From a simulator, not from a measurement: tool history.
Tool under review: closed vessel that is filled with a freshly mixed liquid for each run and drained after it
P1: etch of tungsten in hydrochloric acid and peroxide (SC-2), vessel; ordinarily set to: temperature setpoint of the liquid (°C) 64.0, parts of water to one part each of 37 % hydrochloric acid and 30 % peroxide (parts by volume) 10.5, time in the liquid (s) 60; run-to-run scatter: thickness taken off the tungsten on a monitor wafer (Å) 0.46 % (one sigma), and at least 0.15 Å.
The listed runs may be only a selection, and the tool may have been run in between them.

| run | hour | temperature setpoint of the liquid (°C) | parts of water to one part each of 37 % hydrochloric acid and 30 % peroxide (parts by volume) | time in the liquid (s) | hours since the thermometer was replaced | hours since the chemicals flow meter was replaced | hours since the drum of peroxide was connected | thickness taken off the tungsten on a monitor wafer (Å) |
|---|---|---|---|---|---|---|---|---|
| 1 | 11.3 | 64.0 | 10.5 | 60 | 158.6 | 255.6 | 488.4 | 174.870 |
| 2 | 17.6 | 64.0 | 10.5 | 30 | 164.9 | 261.9 | 494.7 | 87.948 |
| 3 | 28.1 | 64.0 | 15.5 | 60 | 175.4 | 272.4 | 505.2 | 126.180 |
|  | 28.6 | new drum of peroxide connected |
| 4 | 38.9 | 47.5 | 10.5 | 60 | 186.2 | 283.2 | 10.4 | 60.563 |
| 5 | 48.3 | 64.0 | 10.5 | 60 | 195.6 | 292.6 | 19.8 | 174.900 |
| 6 | 54.1 | 64.0 | 4.5 | 105 | 201.4 | 298.4 | 25.6 | 588.160 |
| 7 | 64.2 | 64.0 | 4.0 | 60 | 211.5 | 308.5 | 35.7 | 366.790 |
| 8 | 75.0 | 72.0 | 10.5 | 60 | 222.3 | 319.3 | 46.5 | 285.630 |
| 9 | 85.2 | 64.0 | 10.5 | 60 | 232.5 | 329.5 | 56.7 | 177.030 |
| 10 | 92.8 | 64.0 | 10.5 | 60 | 240.1 | 337.1 | 64.3 | 176.600 |
| 11 | 101.5 | 64.0 | 10.5 | 60 | 248.8 | 345.8 | 73.0 | 176.150 |
| 12 | 107.2 | 64.0 | 10.5 | 60 | 254.5 | 351.5 | 78.7 | 177.050 |
| 13 | 117.1 | 64.0 | 10.5 | 110 | 264.4 | 361.4 | 88.6 | 320.730 |
| 14 | 122.5 | 72.0 | 15.5 | 60 | 269.8 | 366.8 | 94.0 | 201.640 |
| 15 | 131.2 | 64.0 | 10.5 | 60 | 278.5 | 375.5 | 102.7 | 176.330 |
| 16 | 141.6 | 64.0 | 10.5 | 60 | 288.9 | 385.9 | 113.1 | 171.190 |
| 17 | 147.8 | 64.0 | 10.5 | 60 | 295.1 | 392.1 | 119.3 | 166.350 |
| 18 | 155.2 | 64.0 | 10.5 | 60 | 302.5 | 399.5 | 126.7 | 163.930 |
| 19 | 164.1 | 64.0 | 10.5 | 60 | 311.4 | 408.4 | 135.6 | 162.980 |
| 20 | 169.6 | 64.0 | 10.5 | 60 | 316.9 | 413.9 | 141.1 | 161.170 |
| 21 | 180.7 | 64.0 | 10.5 | 60 | 328.0 | 425.0 | 152.2 | 159.420 |
| 22 | 186.8 | 64.0 | 10.5 | 60 | 334.1 | 431.1 | 158.3 | 159.840 |

Expected results for the next run?
|  | 193.6 | new drum of peroxide connected |
| 23 | 193.7 | 64.0 | 10.5 | 60 | 341.0 | 438.0 | 0.1 | ? |

thickness taken off the tungsten on a monitor wafer (Å): 159.420

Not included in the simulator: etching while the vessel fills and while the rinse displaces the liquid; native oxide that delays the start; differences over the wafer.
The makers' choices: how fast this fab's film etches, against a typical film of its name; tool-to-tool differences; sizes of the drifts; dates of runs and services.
